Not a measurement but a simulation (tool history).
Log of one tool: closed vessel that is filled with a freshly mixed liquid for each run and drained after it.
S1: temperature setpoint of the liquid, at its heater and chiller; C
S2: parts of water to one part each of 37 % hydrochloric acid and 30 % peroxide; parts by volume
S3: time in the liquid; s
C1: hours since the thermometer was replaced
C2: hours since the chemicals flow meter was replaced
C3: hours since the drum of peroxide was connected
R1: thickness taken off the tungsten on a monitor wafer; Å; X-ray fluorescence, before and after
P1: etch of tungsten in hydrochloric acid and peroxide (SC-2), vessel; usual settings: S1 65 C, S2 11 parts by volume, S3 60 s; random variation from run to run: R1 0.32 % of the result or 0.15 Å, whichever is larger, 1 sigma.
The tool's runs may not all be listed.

{"run": 1, "hour": 9.9, "S1": 65, "S2": 11, "S3": 60, "C1": 1037.3, "C2": 860.3, "C3": 939.5, "R1": 380.43}
{"run": 2, "hour": 21.2, "S1": 65, "S2": 18, "S3": 60, "C1": 1048.6, "C2": 871.6, "C3": 950.8, "R1": 245.26}
{"run": 3, "hour": 26.3, "S1": 65, "S2": 4, "S3": 60, "C1": 1053.7, "C2": 876.7, "C3": 955.9, "R1": 823.52}
{"run": 4, "hour": 33.1, "S1": 72, "S2": 11, "S3": 60, "C1": 1060.5, "C2": 883.5, "C3": 962.7, "R1": 574.46}
{"run": 5, "hour": 44.1, "S1": 72, "S2": 6, "S3": 60, "C1": 1071.5, "C2": 894.5, "C3": 973.7, "R1": 932.35}
{"run": 6, "hour": 55.5, "S1": 65, "S2": 11, "S3": 60, "C1": 1082.9, "C2": 905.9, "C3": 985.1, "R1": 378.51}
{"run": 7, "hour": 61.9, "S1": 49, "S2": 11, "S3": 60, "C1": 1089.3, "C2": 912.3, "C3": 991.5, "R1": 136.42}
{"run": 8, "hour": 70.3, "S1": 65, "S2": 11, "S3": 120, "C1": 1097.7, "C2": 920.7, "C3": 999.9, "R1": 762.74}
{"run": 9, "hour": 81.1, "S1": 65, "S2": 11, "S3": 60, "C1": 1108.5, "C2": 931.5, "C3": 1010.7, "R1": 378.2}
{"run": 10, "hour": 87.6, "S1": 65, "S2": 11, "S3": 60, "C1": 1115, "C2": 938, "C3": 1017.2, "R1": 378.72}
{"run": 11, "hour": 94.1, "S1": 65, "S2": 11, "S3": 60, "C1": 1121.5, "C2": 944.5, "C3": 1023.7, "R1": 378.81}
{"run": 12, "hour": 105.5, "S1": 65, "S2": 11, "S3": 30, "C1": 1132.9, "C2": 955.9, "C3": 1035.1, "R1": 190.12}

Run 13 comes next. What will it give?
{"run": 13, "hour": 113.3, "S1": 65, "S2": 11, "S3": 60, "C1": 1140.7, "C2": 963.7, "C3": 1042.9, "R1": "?"}

{"run 13": {"R1": 378.57}}

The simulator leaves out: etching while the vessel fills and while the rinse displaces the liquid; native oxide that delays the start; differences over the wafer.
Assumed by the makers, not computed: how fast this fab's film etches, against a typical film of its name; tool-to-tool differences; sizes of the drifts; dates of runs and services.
